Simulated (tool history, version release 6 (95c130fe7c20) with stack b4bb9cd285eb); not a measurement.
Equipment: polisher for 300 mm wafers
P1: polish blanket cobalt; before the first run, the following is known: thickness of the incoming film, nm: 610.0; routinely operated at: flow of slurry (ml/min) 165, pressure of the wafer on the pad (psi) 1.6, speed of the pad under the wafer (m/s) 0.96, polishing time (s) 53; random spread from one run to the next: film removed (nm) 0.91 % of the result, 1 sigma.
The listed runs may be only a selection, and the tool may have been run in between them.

run	day	flow of slurry (ml/min)	pressure of the wafer on the pad (psi)	speed of the pad under the wafer (m/s)	polishing time (s)	wafers polished on this pad	hours since the slurry nozzle was cleaned	hours since the head pressure was calibrated	film removed (nm)
1	0.192	165	1.6	0.96	53	378	255.4	720.0	242.47
2	0.375	165	2.4	0.96	35	420	259.8	724.4	241.99
# day 0.479: worn pad replaced by a new one
3	0.521	165	1.6	0.96	53	10	263.3	727.9	242.67
4	0.679	165	2.2	0.96	53	46	267.1	731.7	336.16
5	0.829	165	1.6	0.96	83	80	270.7	735.3	383.29
6	1.046	165	1.6	0.96	53	130	275.9	740.5	243.06
7	1.300	165	1.6	0.54	53	188	282.0	746.6	137.04
# day 1.388: slurry nozzle cleaned
8	1.538	165	1.6	0.96	24	242	3.6	752.3	108.17
9	1.742	230	1.6	0.96	53	289	8.5	757.2	255.04
10	2.033	165	0.9	0.96	53	355	15.5	764.2	134.93
11	2.200	165	1.6	0.96	53	394	19.5	768.2	244.89
12	2.496	100	1.6	0.96	53	461	26.6	775.3	221.27
13	2.750	165	1.6	1.26	53	519	32.7	781.4	316.70

Forecast run 14:
14	2.988	165	1.6	0.96	53	574	38.4	787.1	?

film removed (nm): 246.93
